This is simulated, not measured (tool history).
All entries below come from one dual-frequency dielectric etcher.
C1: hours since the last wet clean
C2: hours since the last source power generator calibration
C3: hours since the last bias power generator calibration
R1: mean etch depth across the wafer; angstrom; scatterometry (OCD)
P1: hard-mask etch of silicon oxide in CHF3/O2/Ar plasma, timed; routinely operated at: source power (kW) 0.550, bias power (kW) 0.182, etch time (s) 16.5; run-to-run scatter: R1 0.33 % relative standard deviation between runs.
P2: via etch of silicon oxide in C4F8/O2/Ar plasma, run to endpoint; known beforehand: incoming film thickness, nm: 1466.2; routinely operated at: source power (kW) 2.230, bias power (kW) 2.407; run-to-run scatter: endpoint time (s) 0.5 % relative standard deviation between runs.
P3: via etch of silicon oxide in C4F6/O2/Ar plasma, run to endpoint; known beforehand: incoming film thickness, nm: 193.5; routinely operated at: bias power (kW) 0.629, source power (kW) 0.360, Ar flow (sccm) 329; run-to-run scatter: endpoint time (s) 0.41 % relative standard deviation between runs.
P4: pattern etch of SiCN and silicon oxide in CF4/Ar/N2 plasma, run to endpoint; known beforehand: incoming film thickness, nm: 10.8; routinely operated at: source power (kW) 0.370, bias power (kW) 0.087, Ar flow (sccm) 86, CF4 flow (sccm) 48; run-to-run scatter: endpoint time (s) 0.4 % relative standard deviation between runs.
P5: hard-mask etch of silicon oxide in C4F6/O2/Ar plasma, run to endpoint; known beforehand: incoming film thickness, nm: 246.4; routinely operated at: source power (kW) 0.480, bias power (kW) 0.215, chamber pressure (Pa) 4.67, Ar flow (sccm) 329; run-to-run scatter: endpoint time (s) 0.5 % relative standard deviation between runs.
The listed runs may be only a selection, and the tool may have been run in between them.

{"run": 1, "hour": 6.7, "process that ran": "P1", "source power (kW)": 0.55, "bias power (kW)": 0.182, "etch time (s)": 16.5, "C1": 84.7, "C2": 460.6, "C3": 2057.2, "R1": 313.32}
{"run": 2, "hour": 19.8, "process that ran": "P3", "source power (kW)": 0.5, "bias power (kW)": 0.629, "Ar flow (sccm)": 329, "C1": 97.8, "C2": 473.7, "C3": 2070.3, "endpoint time (s)": 37.323}
{"run": 3, "hour": 30.0, "process that ran": "P1", "source power (kW)": 0.65, "bias power (kW)": 0.182, "etch time (s)": 16.5, "C1": 108.0, "C2": 483.9, "C3": 2080.5, "R1": 335.97}
{"run": 4, "hour": 38.8, "process that ran": "P5", "source power (kW)": 0.48, "bias power (kW)": 0.215, "Ar flow (sccm)": 464, "chamber pressure (Pa)": 4.67, "C1": 116.8, "C2": 492.7, "C3": 2089.3, "endpoint time (s)": 76.301}
{"run": 5, "hour": 49.2, "process that ran": "P5", "source power (kW)": 0.48, "bias power (kW)": 0.215, "Ar flow (sccm)": 329, "chamber pressure (Pa)": 4.67, "C1": 127.2, "C2": 503.1, "C3": 2099.7, "endpoint time (s)": 73.907}
{"run": 6, "hour": 55.8, "process that ran": "P5", "source power (kW)": 0.48, "bias power (kW)": 0.215, "Ar flow (sccm)": 329, "chamber pressure (Pa)": 6.47, "C1": 133.8, "C2": 509.7, "C3": 2106.3, "endpoint time (s)": 76.621}
{"run": 7, "hour": 63.4, "process that ran": "P1", "source power (kW)": 0.55, "bias power (kW)": 0.182, "etch time (s)": 11.5, "C1": 141.4, "C2": 517.3, "C3": 2113.9, "R1": 219.88}
{"run": 8, "hour": 71.9, "process that ran": "P1", "source power (kW)": 0.55, "bias power (kW)": 0.182, "etch time (s)": 16.5, "C1": 149.9, "C2": 525.8, "C3": 2122.4, "R1": 314.17}
{"hour": 82.0, "done": "source power generator calibrated"}
{"run": 9, "hour": 82.8, "process that ran": "P1", "source power (kW)": 0.55, "bias power (kW)": 0.182, "etch time (s)": 16.5, "C1": 160.8, "C2": 0.8, "C3": 2133.3, "R1": 314.02}
{"run": 10, "hour": 91.5, "process that ran": "P4", "source power (kW)": 0.37, "bias power (kW)": 0.087, "Ar flow (sccm)": 86, "CF4 flow (sccm)": 48, "C1": 169.5, "C2": 9.5, "C3": 2142.0, "endpoint time (s)": 14.271}
{"run": 11, "hour": 99.9, "process that ran": "P1", "source power (kW)": 0.55, "bias power (kW)": 0.182, "etch time (s)": 20.5, "C1": 177.9, "C2": 17.9, "C3": 2150.4, "R1": 388.58}
{"run": 12, "hour": 110.9, "process that ran": "P3", "source power (kW)": 0.36, "bias power (kW)": 0.887, "Ar flow (sccm)": 329, "C1": 188.9, "C2": 28.9, "C3": 2161.4, "endpoint time (s)": 36.298}
{"run": 13, "hour": 117.6, "process that ran": "P2", "source power (kW)": 1.45, "bias power (kW)": 2.407, "C1": 195.6, "C2": 35.6, "C3": 2168.1, "endpoint time (s)": 303.72}
{"run": 14, "hour": 125.3, "process that ran": "P2", "source power (kW)": 2.23, "bias power (kW)": 1.455, "C1": 203.3, "C2": 43.3, "C3": 2175.8, "endpoint time (s)": 292.54}
{"run": 15, "hour": 133.9, "process that ran": "P5", "source power (kW)": 0.48, "bias power (kW)": 0.166, "Ar flow (sccm)": 329, "chamber pressure (Pa)": 4.67, "C1": 211.9, "C2": 51.9, "C3": 2184.4, "endpoint time (s)": 79.448}
{"run": 16, "hour": 147.6, "process that ran": "P2", "source power (kW)": 2.23, "bias power (kW)": 2.407, "C1": 225.6, "C2": 65.6, "C3": 2198.1, "endpoint time (s)": 256.73}
{"run": 17, "hour": 161.7, "process that ran": "P1", "source power (kW)": 0.55, "bias power (kW)": 0.226, "etch time (s)": 16.5, "C1": 239.7, "C2": 79.7, "C3": 2212.2, "R1": 340.8}
{"run": 18, "hour": 176.6, "process that ran": "P4", "source power (kW)": 0.37, "bias power (kW)": 0.054, "Ar flow (sccm)": 86, "CF4 flow (sccm)": 48, "C1": 254.6, "C2": 94.6, "C3": 2227.1, "endpoint time (s)": 16.758}
{"run": 19, "hour": 186.2, "process that ran": "P1", "source power (kW)": 0.55, "bias power (kW)": 0.121, "etch time (s)": 16.5, "C1": 264.2, "C2": 104.2, "C3": 2236.7, "R1": 276.12}
{"run": 20, "hour": 195.3, "process that ran": "P4", "source power (kW)": 0.37, "bias power (kW)": 0.087, "Ar flow (sccm)": 63, "CF4 flow (sccm)": 48, "C1": 273.3, "C2": 113.3, "C3": 2245.8, "endpoint time (s)": 13.581}
{"run": 21, "hour": 204.6, "process that ran": "P4", "source power (kW)": 0.37, "bias power (kW)": 0.087, "Ar flow (sccm)": 86, "CF4 flow (sccm)": 62, "C1": 282.6, "C2": 122.6, "C3": 2255.1, "endpoint time (s)": 13.72}
{"run": 22, "hour": 218.6, "process that ran": "P4", "source power (kW)": 0.37, "bias power (kW)": 0.087, "Ar flow (sccm)": 86, "CF4 flow (sccm)": 48, "C1": 296.6, "C2": 136.6, "C3": 2269.1, "endpoint time (s)": 14.191}
{"run": 23, "hour": 227.8, "process that ran": "P3", "source power (kW)": 0.36, "bias power (kW)": 0.629, "Ar flow (sccm)": 248, "C1": 305.8, "C2": 145.8, "C3": 2278.3, "endpoint time (s)": 40.217}
{"run": 24, "hour": 238.6, "process that ran": "P5", "source power (kW)": 0.63, "bias power (kW)": 0.215, "Ar flow (sccm)": 329, "chamber pressure (Pa)": 4.67, "C1": 316.6, "C2": 156.6, "C3": 2289.1, "endpoint time (s)": 65.8}
{"run": 25, "hour": 248.2, "process that ran": "P2", "source power (kW)": 2.23, "bias power (kW)": 2.407, "C1": 326.2, "C2": 166.2, "C3": 2298.7, "endpoint time (s)": 256.71}
{"run": 26, "hour": 258.3, "process that ran": "P3", "source power (kW)": 0.36, "bias power (kW)": 0.629, "Ar flow (sccm)": 329, "C1": 336.3, "C2": 176.3, "C3": 2308.8, "endpoint time (s)": 41.817}
{"run": 27, "hour": 266.3, "process that ran": "P3", "source power (kW)": 0.36, "bias power (kW)": 0.629, "Ar flow (sccm)": 329, "C1": 344.3, "C2": 184.3, "C3": 2316.8, "endpoint time (s)": 41.72}
{"run": 28, "hour": 279.0, "process that ran": "P1", "source power (kW)": 0.33, "bias power (kW)": 0.227, "etch time (s)": 16.5, "C1": 357.0, "C2": 197.0, "C3": 2329.5, "R1": 278.67}
{"hour": 283.3, "done": "bias power generator calibrated"}
{"run": 29, "hour": 294.0, "process that ran": "P5", "source power (kW)": 0.48, "bias power (kW)": 0.215, "Ar flow (sccm)": 329, "chamber pressure (Pa)": 4.67, "C1": 372.0, "C2": 212.0, "C3": 10.7, "endpoint time (s)": 74.113}
{"run": 30, "hour": 306.5, "process that ran": "P1", "source power (kW)": 0.43, "bias power (kW)": 0.182, "etch time (s)": 16.5, "C1": 384.5, "C2": 224.5, "C3": 23.2, "R1": 287.22}
{"run": 31, "hour": 319.4, "process that ran": "P1", "source power (kW)": 0.66, "bias power (kW)": 0.182, "etch time (s)": 22.5, "C1": 397.4, "C2": 237.4, "C3": 36.1, "R1": 460.64}
{"run": 32, "hour": 328.5, "process that ran": "P1", "source power (kW)": 0.55, "bias power (kW)": 0.182, "etch time (s)": 16.5, "C1": 406.5, "C2": 246.5, "C3": 45.2, "R1": 313.69}
{"run": 33, "hour": 342.8, "process that ran": "P1", "source power (kW)": 0.55, "bias power (kW)": 0.182, "etch time (s)": 16.5, "C1": 420.8, "C2": 260.8, "C3": 59.5, "R1": 313.57}
{"run": 34, "hour": 358.1, "process that ran": "P4", "source power (kW)": 0.52, "bias power (kW)": 0.087, "Ar flow (sccm)": 86, "CF4 flow (sccm)": 48, "C1": 436.1, "C2": 276.1, "C3": 74.8, "endpoint time (s)": 10.539}
{"run": 35, "hour": 367.5, "process that ran": "P1", "source power (kW)": 0.55, "bias power (kW)": 0.182, "etch time (s)": 16.5, "C1": 445.5, "C2": 285.5, "C3": 84.2, "R1": 314.36}
{"run": 36, "hour": 374.9, "process that ran": "P1", "source power (kW)": 0.55, "bias power (kW)": 0.182, "etch time (s)": 16.5, "C1": 452.9, "C2": 292.9, "C3": 91.6, "R1": 313.69}
{"run": 37, "hour": 387.2, "process that ran": "P1", "source power (kW)": 0.55, "bias power (kW)": 0.182, "etch time (s)": 16.5, "C1": 465.2, "C2": 305.2, "C3": 103.9, "R1": 317.36}
{"run": 38, "hour": 396.0, "process that ran": "P1", "source power (kW)": 0.55, "bias power (kW)": 0.182, "etch time (s)": 16.5, "C1": 474.0, "C2": 314.0, "C3": 112.7, "R1": 319.43}
{"run": 39, "hour": 408.1, "process that ran": "P1", "source power (kW)": 0.55, "bias power (kW)": 0.182, "etch time (s)": 16.5, "C1": 486.1, "C2": 326.1, "C3": 124.8, "R1": 319.73}
{"run": 40, "hour": 417.1, "process that ran": "P1", "source power (kW)": 0.55, "bias power (kW)": 0.182, "etch time (s)": 16.5, "C1": 495.1, "C2": 335.1, "C3": 133.8, "R1": 318.49}
{"run": 41, "hour": 426.8, "process that ran": "P1", "source power (kW)": 0.55, "bias power (kW)": 0.182, "etch time (s)": 16.5, "C1": 504.8, "C2": 344.8, "C3": 143.5, "R1": 319.08}
{"run": 42, "hour": 433.4, "process that ran": "P1", "source power (kW)": 0.55, "bias power (kW)": 0.182, "etch time (s)": 16.5, "C1": 511.4, "C2": 351.4, "C3": 150.1, "R1": 318.79}
{"hour": 439.7, "done": "wet clean of the chamber"}
{"run": 43, "hour": 448.1, "process that ran": "P1", "source power (kW)": 0.55, "bias power (kW)": 0.182, "etch time (s)": 16.5, "C1": 8.5, "C2": 366.1, "C3": 164.8, "R1": 319.77}
{"run": 44, "hour": 455.1, "process that ran": "P1", "source power (kW)": 0.55, "bias power (kW)": 0.182, "etch time (s)": 16.5, "C1": 15.5, "C2": 373.1, "C3": 171.8, "R1": 319.19}
{"run": 45, "hour": 463.0, "process that ran": "P1", "source power (kW)": 0.55, "bias power (kW)": 0.182, "etch time (s)": 16.5, "C1": 23.4, "C2": 381.0, "C3": 179.7, "R1": 319.37}

P1 no longer gives what it gave before; its output has crept away from where it was. The following 2 causes, each at its listed size, fit the log equally well:
A: bias power that arrives over what is set, % = 4.95
B: source power that arrives over what is set, % = 4.4
The onset of the drift is placed at about hour 374.9.
Every other cause this tool's parts could produce, and why it does not fit the log:
chamber walls in a state that raises the etch rate, %: serviced at hour 439.7, which brought nothing back

Which of the 4 check runs listed below, each an average over 2 wafers with its results shown as question marks, gives clearly different results under the different listed causes?
{"run": "check 1", "hour": 470.9, "process that ran": "P3", "source power (kW)": 0.36, "bias power (kW)": 0.775, "Ar flow (sccm)": 329, "endpoint time (s)": "?"}
{"run": "check 2", "hour": 470.9, "process that ran": "P2", "source power (kW)": 1.78, "bias power (kW)": 1.84, "endpoint time (s)": "?"}
{"run": "check 3", "hour": 470.9, "process that ran": "P4", "source power (kW)": 0.37, "bias power (kW)": 0.056, "Ar flow (sccm)": 86, "CF4 flow (sccm)": 48, "endpoint time (s)": "?"}
{"run": "check 4", "hour": 470.9, "process that ran": "P5", "source power (kW)": 0.48, "bias power (kW)": 0.215, "Ar flow (sccm)": 456, "chamber pressure (Pa)": 4.67, "endpoint time (s)": "?"}

What every check run would give for each of its results, assuming each possible cause in turn:
check=check_1 result=endpoint_time_(s) if_A=37.828 if_B=37.967
check=check_2 result=endpoint_time_(s) if_A=298.400 if_B=297.360
check=check_3 result=endpoint_time_(s) if_A=16.328 if_B=15.977
check=check_4 result=endpoint_time_(s) if_A=75.297 if_B=75.226
Per check, the gap between the least separated pair of causes, taken in the result that splits them most: check 1 0.37 %; check 2 0.35 %; check 3 2.17 %; check 4 0.1 %
Check 3 tells the causes apart: in the others they would give nearly the same result.

Running check 3 produced the following: endpoint time (s) 15.947. Which one of the listed causes fits?

The correct cause is B, namely: source power that arrives over what is set, %.
